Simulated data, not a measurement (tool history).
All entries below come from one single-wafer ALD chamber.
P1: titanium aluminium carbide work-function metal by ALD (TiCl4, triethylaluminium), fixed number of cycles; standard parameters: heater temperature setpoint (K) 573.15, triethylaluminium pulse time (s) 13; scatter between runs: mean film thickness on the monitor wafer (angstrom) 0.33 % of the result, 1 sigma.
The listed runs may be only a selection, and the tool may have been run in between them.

run,hour,heater temperature setpoint (K),triethylaluminium pulse time (s),hours since the last thermocouple change,hours since the last triethylaluminium bottle change,mean film thickness on the monitor wafer (angstrom)
1,8.7,573.15,13,1126.7,770.8,19.945
2,14.3,552.15,20.06,1132.3,776.4,18.251
3,23.8,573.15,13,1141.8,785.9,19.891
4,32.6,559.15,13,1150.6,794.7,18.786
5,44.8,573.15,13,1162.8,806.9,20.005
6,56.8,573.15,4.77,1174.8,818.9,16.253
7,67.5,573.15,13,1185.5,829.6,19.941
8,73.9,593.15,5,1191.9,836,17.944
9,85.8,573.15,13,1203.8,847.9,19.809
10,94.3,573.15,13,1212.3,856.4,19.988
11,106.4,573.15,13,1224.4,868.5,20.097
12,113.4,552.15,9.67,1231.4,875.5,17.756
13,119.8,590.15,13,1237.8,881.9,21.388
14,129.9,573.15,19.44,1247.9,892,20.143
15,136,573.15,13,1254,898.1,19.846
16,145.4,573.15,13,1263.4,907.5,19.859
17,151.3,573.15,13,1269.3,913.4,19.804
18,161,573.15,13,1279,923.1,19.609
19,171.7,573.15,13,1289.7,933.8,19.588
20,178.3,573.15,13,1296.3,940.4,19.552
21,188.2,573.15,13,1306.2,950.3,19.477
22,195.6,573.15,13,1313.6,957.7,19.529
23,203,573.15,13,1321,965.1,19.403
24,208.8,573.15,13,1326.8,970.9,19.653

For run 25, what comes out?
25,218.6,573.15,13,1336.6,980.7,?

mean film thickness on the monitor wafer (angstrom): 19.609
